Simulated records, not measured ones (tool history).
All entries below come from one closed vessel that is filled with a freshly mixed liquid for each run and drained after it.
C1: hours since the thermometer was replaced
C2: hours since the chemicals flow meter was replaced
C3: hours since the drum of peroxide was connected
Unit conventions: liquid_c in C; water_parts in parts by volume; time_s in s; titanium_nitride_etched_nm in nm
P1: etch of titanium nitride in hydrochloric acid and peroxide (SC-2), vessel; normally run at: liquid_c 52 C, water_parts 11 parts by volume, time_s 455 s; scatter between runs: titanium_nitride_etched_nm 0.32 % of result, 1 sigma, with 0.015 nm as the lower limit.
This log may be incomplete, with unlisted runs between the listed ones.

Run 1, hour 16.1: liquid_c 52 C, water_parts 11 parts by volume, time_s 455 s; C1 123.7; C2 631.9; C3 283.1. Result: titanium_nitride_etched_nm 11.279 nm.
Run 2, hour 30.4: liquid_c 52 C, water_parts 11 parts by volume, time_s 455 s; C1 138; C2 646.2; C3 297.4. Result: titanium_nitride_etched_nm 11.247 nm.
Run 3, hour 39.4: liquid_c 52 C, water_parts 11 parts by volume, time_s 860 s; C1 147; C2 655.2; C3 306.4. Result: titanium_nitride_etched_nm 21.178 nm.
Run 4, hour 51.7: liquid_c 52 C, water_parts 14.5 parts by volume, time_s 705 s; C1 159.3; C2 667.5; C3 318.7. Result: titanium_nitride_etched_nm 13.64 nm.
Run 5, hour 66.1: liquid_c 52 C, water_parts 19 parts by volume, time_s 455 s; C1 173.7; C2 681.9; C3 333.1. Result: titanium_nitride_etched_nm 6.9706 nm.
Run 6, hour 79.4: liquid_c 39 C, water_parts 19 parts by volume, time_s 455 s; C1 187; C2 695.2; C3 346.4. Result: titanium_nitride_etched_nm 2.8353 nm.
Run 7, hour 90.9: liquid_c 52 C, water_parts 11 parts by volume, time_s 455 s; C1 198.5; C2 706.7; C3 357.9. Result: titanium_nitride_etched_nm 11.219 nm.
Run 8, hour 99.6: liquid_c 52 C, water_parts 11 parts by volume, time_s 455 s; C1 207.2; C2 715.4; C3 366.6. Result: titanium_nitride_etched_nm 11.246 nm.
Run 9, hour 115.1: liquid_c 38.5 C, water_parts 11 parts by volume, time_s 455 s; C1 222.7; C2 730.9; C3 382.1. Result: titanium_nitride_etched_nm 4.4318 nm.
Run 10, hour 127.3: liquid_c 52 C, water_parts 11 parts by volume, time_s 455 s; C1 234.9; C2 743.1; C3 394.3. Result: titanium_nitride_etched_nm 11.232 nm.
Run 11, hour 135.8: liquid_c 65 C, water_parts 11 parts by volume, time_s 455 s; C1 243.4; C2 751.6; C3 402.8. Result: titanium_nitride_etched_nm 25.606 nm.
Run 12, hour 150.4: liquid_c 52 C, water_parts 4 parts by volume, time_s 455 s; C1 258; C2 766.2; C3 417.4. Result: titanium_nitride_etched_nm 24.343 nm.
Run 13, hour 164.7: liquid_c 52 C, water_parts 11 parts by volume, time_s 455 s; C1 272.3; C2 780.5; C3 431.7. Result: titanium_nitride_etched_nm 11.216 nm.
Run 14, hour 172.3: liquid_c 58.5 C, water_parts 4 parts by volume, time_s 455 s; C1 279.9; C2 788.1; C3 439.3. Result: titanium_nitride_etched_nm 37.011 nm.
Run 15, hour 183: liquid_c 52 C, water_parts 11 parts by volume, time_s 455 s; C1 290.6; C2 798.8; C3 450. Result: titanium_nitride_etched_nm 11.205 nm.
Run 16, hour 194: liquid_c 52 C, water_parts 11 parts by volume, time_s 65 s; C1 301.6; C2 809.8; C3 461. Result: titanium_nitride_etched_nm 1.5999 nm.
Run 17, hour 209.8: liquid_c 52 C, water_parts 11 parts by volume, time_s 455 s; C1 317.4; C2 825.6; C3 476.8. Result: titanium_nitride_etched_nm 11.168 nm.
Run 18, hour 225.4: liquid_c 52 C, water_parts 11 parts by volume, time_s 455 s; C1 333; C2 841.2; C3 492.4. Result: titanium_nitride_etched_nm 10.748 nm.
Run 19, hour 233.3: liquid_c 52 C, water_parts 11 parts by volume, time_s 455 s; C1 340.9; C2 849.1; C3 500.3. Result: titanium_nitride_etched_nm 10.627 nm.
Run 20, hour 249.1: liquid_c 52 C, water_parts 11 parts by volume, time_s 455 s; C1 356.7; C2 864.9; C3 516.1. Result: titanium_nitride_etched_nm 10.451 nm.
Run 21, hour 264.6: liquid_c 52 C, water_parts 11 parts by volume, time_s 455 s; C1 372.2; C2 880.4; C3 531.6. Result: titanium_nitride_etched_nm 10.426 nm.
Run 22, hour 276.6: liquid_c 52 C, water_parts 11 parts by volume, time_s 455 s; C1 384.2; C2 892.4; C3 543.6. Result: titanium_nitride_etched_nm 10.287 nm.
At hour 284.3: new drum of peroxide connected.
Run 23, hour 285.1: liquid_c 52 C, water_parts 11 parts by volume, time_s 455 s; C1 392.7; C2 900.9; C3 0.9. Result: titanium_nitride_etched_nm 10.24 nm.
Run 24, hour 296.2: liquid_c 52 C, water_parts 11 parts by volume, time_s 455 s; C1 403.8; C2 912; C3 12. Result: titanium_nitride_etched_nm 10.304 nm.
Run 25, hour 304.3: liquid_c 52 C, water_parts 11 parts by volume, time_s 455 s; C1 411.9; C2 920.1; C3 20.1. Result: titanium_nitride_etched_nm 10.28 nm.
Run 26, hour 316.7: liquid_c 52 C, water_parts 11 parts by volume, time_s 455 s; C1 424.3; C2 932.5; C3 32.5. Result: titanium_nitride_etched_nm 10.296 nm.

P1 no longer gives what it gave before; its output has crept away from where it was. The following 2 causes, each at its listed size, fit the log equally well:
A: liquid colder than its thermometer reads (K) = 1.38
B: chemicals flow below the setpoint (%) = 10.1
The gradual shift began around hour 209.8.
Every other cause this tool's parts could produce, and why it does not fit the log:
peroxide weaker than its label (%): was serviced at hour 284.3, once the creep was under way, yet the earlier output never came back

You are offered 4 check runs, listed below with question marks in place of their results; each one averages 2 wafers. Which run separates the listed causes by giving clearly different results for each?
Run check 1, hour 329.1: liquid_c 52 C, water_parts 15 parts by volume, time_s 455 s. Result: titanium_nitride_etched_nm ?.
Run check 2, hour 329.1: liquid_c 64.5 C, water_parts 5.5 parts by volume, time_s 455 s. Result: titanium_nitride_etched_nm ?.
Run check 3, hour 329.1: liquid_c 52 C, water_parts 18.5 parts by volume, time_s 710 s. Result: titanium_nitride_etched_nm ?.
Run check 4, hour 329.1: liquid_c 45.5 C, water_parts 4 parts by volume, time_s 455 s. Result: titanium_nitride_etched_nm ?.

Predicted outcomes, by check and by cause:
  check                      result    if A    if B
check 1  titanium_nitride_etched_nm  7.8409  7.8156
check 2  titanium_nitride_etched_nm   39.53  39.746
check 3  titanium_nitride_etched_nm  10.146  10.093
check 4  titanium_nitride_etched_nm    14.3   14.63
Per-check spread between the two closest causes, in the result where they differ most: check 1 0.32 %; check 2 0.54 %; check 3 0.53 %; check 4 2.29 %
Only check 4 tells the causes apart: in the others they would give nearly the same result.

After running check 4, the following was obtained: titanium_nitride_etched_nm 14.262 nm. Which cause does this point to?

It is A: liquid colder than its thermometer reads (K).

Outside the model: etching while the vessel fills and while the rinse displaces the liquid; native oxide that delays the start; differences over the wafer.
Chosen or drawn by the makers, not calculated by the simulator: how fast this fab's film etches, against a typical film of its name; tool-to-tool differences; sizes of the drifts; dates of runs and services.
